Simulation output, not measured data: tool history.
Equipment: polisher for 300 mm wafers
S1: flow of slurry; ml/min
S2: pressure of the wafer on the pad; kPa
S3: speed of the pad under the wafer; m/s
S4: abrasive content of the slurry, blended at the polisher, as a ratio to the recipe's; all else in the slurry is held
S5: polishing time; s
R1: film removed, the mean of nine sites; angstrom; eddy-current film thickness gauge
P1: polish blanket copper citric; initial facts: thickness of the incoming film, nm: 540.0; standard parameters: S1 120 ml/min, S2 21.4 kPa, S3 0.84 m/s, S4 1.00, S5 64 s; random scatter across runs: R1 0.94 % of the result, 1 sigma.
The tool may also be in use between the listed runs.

run 1 day=0.292 | S1=120 S2=21.4 S3=0.84 S4=1.00 S5=64 | R1=1334.60
run 2 day=0.529 | S1=120 S2=21.4 S3=0.38 S4=1.00 S5=64 | R1=605.80
run 3 day=0.846 | S1=120 S2=21.4 S3=1.22 S4=1.00 S5=64 | R1=1882.70
run 4 day=1.017 | S1=120 S2=33.1 S3=0.84 S4=1.00 S5=96 | R1=3016.40
run 5 day=1.358 | S1=120 S2=9.7 S3=0.84 S4=1.00 S5=64 | R1=608.24
run 6 day=1.671 | S1=120 S2=21.4 S3=0.84 S4=0.60 S5=64 | R1=1177.20
run 7 day=1.938 | S1=70 S2=21.4 S3=0.84 S4=1.00 S5=87 | R1=1537.90
run 8 day=2.125 | S1=70 S2=21.4 S3=0.84 S4=0.55 S5=64 | R1=1001.80
run 9 day=2.400 | S1=120 S2=21.4 S3=0.84 S4=1.00 S5=37 | R1=762.25
run 10 day=2.742 | S1=170 S2=21.4 S3=0.84 S4=1.00 S5=64 | R1=1398.10
run 11 day=3.000 | S1=120 S2=21.4 S3=0.84 S4=1.45 S5=64 | R1=1439.50
run 12 day=3.350 | S1=120 S2=21.4 S3=0.84 S4=1.00 S5=64 | R1=1310.20
run 13 day=3.575 | S1=120 S2=21.4 S3=0.84 S4=1.00 S5=64 | R1=1301.10
-- day=3.742 head pressure recalibrated
run 14 day=3.925 | S1=120 S2=21.4 S3=0.84 S4=1.00 S5=64 | R1=1340.90
run 15 day=4.096 | S1=120 S2=30.3 S3=0.84 S4=1.00 S5=64 | R1=1822.60
run 16 day=4.271 | S1=120 S2=21.4 S3=0.84 S4=1.00 S5=99 | R1=2024.80
run 17 day=4.425 | S1=120 S2=21.4 S3=0.84 S4=1.00 S5=64 | R1=1323.10
run 18 day=4.775 | S1=70 S2=21.4 S3=0.84 S4=1.00 S5=64 | R1=1120.60
run 19 day=5.050 | S1=120 S2=21.4 S3=0.84 S4=1.00 S5=64 | R1=1302.70
run 20 day=5.242 | S1=120 S2=21.4 S3=0.84 S4=1.00 S5=64 | R1=1246.00
run 21 day=5.508 | S1=120 S2=21.4 S3=0.84 S4=1.00 S5=64 | R1=1219.90
run 22 day=5.821 | S1=120 S2=21.4 S3=0.84 S4=1.00 S5=64 | R1=1185.90
-- day=5.858 worn pad replaced by a new one
-- day=6.125 slurry blender recalibrated
run 23 day=6.158 | S1=120 S2=21.4 S3=0.84 S4=1.00 S5=64 | R1=1160.90
run 24 day=6.408 | S1=120 S2=21.4 S3=0.84 S4=1.00 S5=64 | R1=1181.50
run 25 day=6.688 | S1=120 S2=21.4 S3=0.84 S4=1.00 S5=64 | R1=1159.30

Compared with where it was, what P1 gives has crept away. Each cause listed below fits the log as well as the rest, at the size given for it:
A: head's pressure below its setpoint, % = 11.4
B: slurry flow missing at the pad, % = 36.2
The drift started at roughly day 5.050.
Why every other cause is out:
removal rate lost through wear of the pad, %: maintenance at day 5.858, after the shift began, did not return the process to its former output
abrasive missing from the slurry, %: maintenance at day 6.125, after the shift began, did not return the process to its former output

Each of the check runs listed below is run on 5 wafers and reports their average, with the results left as question marks. Pick the one under which the possible causes would lead to clearly different results.
run check 1 day=6.967 | S1=120 S2=15.2 S3=0.38 S4=1.00 S5=64 | R1=?
run check 2 day=6.967 | S1=120 S2=21.4 S3=0.84 S4=1.45 S5=95 | R1=?
run check 3 day=6.967 | S1=90 S2=10.3 S3=0.84 S4=1.00 S5=64 | R1=?
run check 4 day=6.967 | S1=120 S2=9.7 S3=1.10 S4=1.00 S5=64 | R1=?

What each check would give under each cause:
check=check_1 result=R1 if_A=398.56 if_B=395.78
check=check_2 result=R1 if_A=1875.80 if_B=1875.50
check=check_3 result=R1 if_A=543.04 if_B=523.60
check=check_4 result=R1 if_A=703.73 if_B=701.99
Per-check spread between the two closest causes, in the result where they differ most: check 1 0.7 %; check 2 0.01 %; check 3 3.65 %; check 4 0.25 %
Check 3 is the one run that separates the causes; every other check would come out nearly the same whichever cause is at work.

Running check 3 produced the following: R1 542.54 angstrom. Which one of the listed causes fits?

The cause is A: head's pressure below its setpoint, %.

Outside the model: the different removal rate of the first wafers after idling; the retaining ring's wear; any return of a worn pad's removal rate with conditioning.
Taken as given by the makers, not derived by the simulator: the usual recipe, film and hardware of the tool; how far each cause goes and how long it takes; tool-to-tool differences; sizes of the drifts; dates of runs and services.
